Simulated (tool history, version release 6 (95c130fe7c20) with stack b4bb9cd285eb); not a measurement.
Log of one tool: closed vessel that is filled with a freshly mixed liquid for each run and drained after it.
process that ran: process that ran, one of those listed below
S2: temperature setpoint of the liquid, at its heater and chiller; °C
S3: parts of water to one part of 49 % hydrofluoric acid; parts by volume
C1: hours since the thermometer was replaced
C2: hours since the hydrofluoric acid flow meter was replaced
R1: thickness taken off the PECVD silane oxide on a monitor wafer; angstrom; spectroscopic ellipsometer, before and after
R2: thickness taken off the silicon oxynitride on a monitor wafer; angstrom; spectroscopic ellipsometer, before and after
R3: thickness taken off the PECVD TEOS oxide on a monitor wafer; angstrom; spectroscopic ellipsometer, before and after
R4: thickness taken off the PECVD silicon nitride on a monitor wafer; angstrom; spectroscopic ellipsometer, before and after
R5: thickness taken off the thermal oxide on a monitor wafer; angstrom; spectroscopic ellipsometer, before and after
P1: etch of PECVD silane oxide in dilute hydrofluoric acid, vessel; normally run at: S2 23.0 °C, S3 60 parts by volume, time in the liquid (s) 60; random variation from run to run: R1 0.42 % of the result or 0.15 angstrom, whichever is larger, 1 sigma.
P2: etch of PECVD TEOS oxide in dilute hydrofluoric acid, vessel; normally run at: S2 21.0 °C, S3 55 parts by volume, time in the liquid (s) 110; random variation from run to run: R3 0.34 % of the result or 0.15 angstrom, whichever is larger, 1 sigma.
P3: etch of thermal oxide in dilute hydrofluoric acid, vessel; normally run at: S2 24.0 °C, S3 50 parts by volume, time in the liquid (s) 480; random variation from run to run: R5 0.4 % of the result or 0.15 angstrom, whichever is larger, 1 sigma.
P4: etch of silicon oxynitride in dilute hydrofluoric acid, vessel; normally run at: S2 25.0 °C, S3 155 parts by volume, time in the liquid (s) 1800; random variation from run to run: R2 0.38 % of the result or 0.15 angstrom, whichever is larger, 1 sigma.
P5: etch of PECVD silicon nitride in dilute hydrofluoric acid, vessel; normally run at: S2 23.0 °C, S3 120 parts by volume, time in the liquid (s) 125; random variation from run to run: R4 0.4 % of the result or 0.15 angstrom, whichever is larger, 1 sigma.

{"run": 1, "day": 0.133, "process that ran": "P1", "S2": 23.0, "S3": 60, "time in the liquid (s)": 60, "C1": 1141.3, "C2": 743.6, "R1": 319.23}
{"run": 2, "day": 0.267, "process that ran": "P4", "S2": 25.0, "S3": 45, "time in the liquid (s)": 1800, "C1": 1144.5, "C2": 746.8, "R2": 653.48}
{"run": 3, "day": 0.521, "process that ran": "P1", "S2": 23.0, "S3": 60, "time in the liquid (s)": 30, "C1": 1150.6, "C2": 752.9, "R1": 160.29}
{"run": 4, "day": 0.783, "process that ran": "P1", "S2": 23.0, "S3": 60, "time in the liquid (s)": 60, "C1": 1156.9, "C2": 759.2, "R1": 321.48}
{"run": 5, "day": 0.992, "process that ran": "P2", "S2": 25.5, "S3": 55, "time in the liquid (s)": 110, "C1": 1161.9, "C2": 764.2, "R3": 311.22}
{"run": 6, "day": 1.192, "process that ran": "P4", "S2": 25.0, "S3": 155, "time in the liquid (s)": 1800, "C1": 1166.7, "C2": 769.0, "R2": 172.95}
{"run": 7, "day": 1.321, "process that ran": "P1", "S2": 23.0, "S3": 30, "time in the liquid (s)": 60, "C1": 1169.8, "C2": 772.1, "R1": 666.91}
{"run": 8, "day": 1.529, "process that ran": "P2", "S2": 21.0, "S3": 20, "time in the liquid (s)": 110, "C1": 1174.8, "C2": 777.1, "R3": 747.87}
{"run": 9, "day": 1.721, "process that ran": "P2", "S2": 21.0, "S3": 55, "time in the liquid (s)": 110, "C1": 1179.4, "C2": 781.7, "R3": 258.23}
{"run": 10, "day": 1.988, "process that ran": "P5", "S2": 23.0, "S3": 120, "time in the liquid (s)": 30, "C1": 1185.8, "C2": 788.1, "R4": 13.861}
{"run": 11, "day": 2.238, "process that ran": "P5", "S2": 23.0, "S3": 175, "time in the liquid (s)": 125, "C1": 1191.8, "C2": 794.1, "R4": 38.841}
{"run": 12, "day": 2.4, "process that ran": "P4", "S2": 25.0, "S3": 155, "time in the liquid (s)": 3265, "C1": 1195.7, "C2": 798.0, "R2": 313.73}
{"run": 13, "day": 2.608, "process that ran": "P1", "S2": 23.0, "S3": 60, "time in the liquid (s)": 60, "C1": 1200.7, "C2": 803.0, "R1": 318.69}
{"run": 14, "day": 2.808, "process that ran": "P1", "S2": 23.0, "S3": 60, "time in the liquid (s)": 60, "C1": 1205.5, "C2": 807.8, "R1": 319.68}
{"run": 15, "day": 2.954, "process that ran": "P5", "S2": 17.0, "S3": 120, "time in the liquid (s)": 125, "C1": 1209.0, "C2": 811.3, "R4": 37.558}
{"run": 16, "day": 3.088, "process that ran": "P1", "S2": 27.5, "S3": 60, "time in the liquid (s)": 115, "C1": 1212.2, "C2": 814.5, "R1": 740.58}
{"run": 17, "day": 3.242, "process that ran": "P1", "S2": 28.0, "S3": 60, "time in the liquid (s)": 60, "C1": 1215.9, "C2": 818.2, "R1": 390.88}
{"run": 18, "day": 3.471, "process that ran": "P4", "S2": 31.0, "S3": 155, "time in the liquid (s)": 1800, "C1": 1221.4, "C2": 823.7, "R2": 224.09}
{"run": 19, "day": 3.696, "process that ran": "P3", "S2": 24.0, "S3": 50, "time in the liquid (s)": 155, "C1": 1226.8, "C2": 829.1, "R5": 153.66}
{"run": 20, "day": 3.9, "process that ran": "P1", "S2": 23.0, "S3": 100, "time in the liquid (s)": 60, "C1": 1231.7, "C2": 834.0, "R1": 181.87}
{"run": 21, "day": 4.171, "process that ran": "P1", "S2": 17.5, "S3": 60, "time in the liquid (s)": 60, "C1": 1238.2, "C2": 840.5, "R1": 254.88}
{"run": 22, "day": 4.342, "process that ran": "P5", "S2": 23.0, "S3": 120, "time in the liquid (s)": 125, "C1": 1242.3, "C2": 844.6, "R4": 56.687}
{"run": 23, "day": 4.521, "process that ran": "P1", "S2": 28.0, "S3": 60, "time in the liquid (s)": 95, "C1": 1246.6, "C2": 848.9, "R1": 622.08}
{"run": 24, "day": 4.771, "process that ran": "P5", "S2": 23.0, "S3": 120, "time in the liquid (s)": 125, "C1": 1252.6, "C2": 854.9, "R4": 56.55}

Run 25 comes next. What will it give?
{"run": 25, "day": 4.896, "process that ran": "P2", "S2": 21.0, "S3": 55, "time in the liquid (s)": 110, "C1": 1255.6, "C2": 857.9, "R3": "?"}

R3: 257.52 angstrom
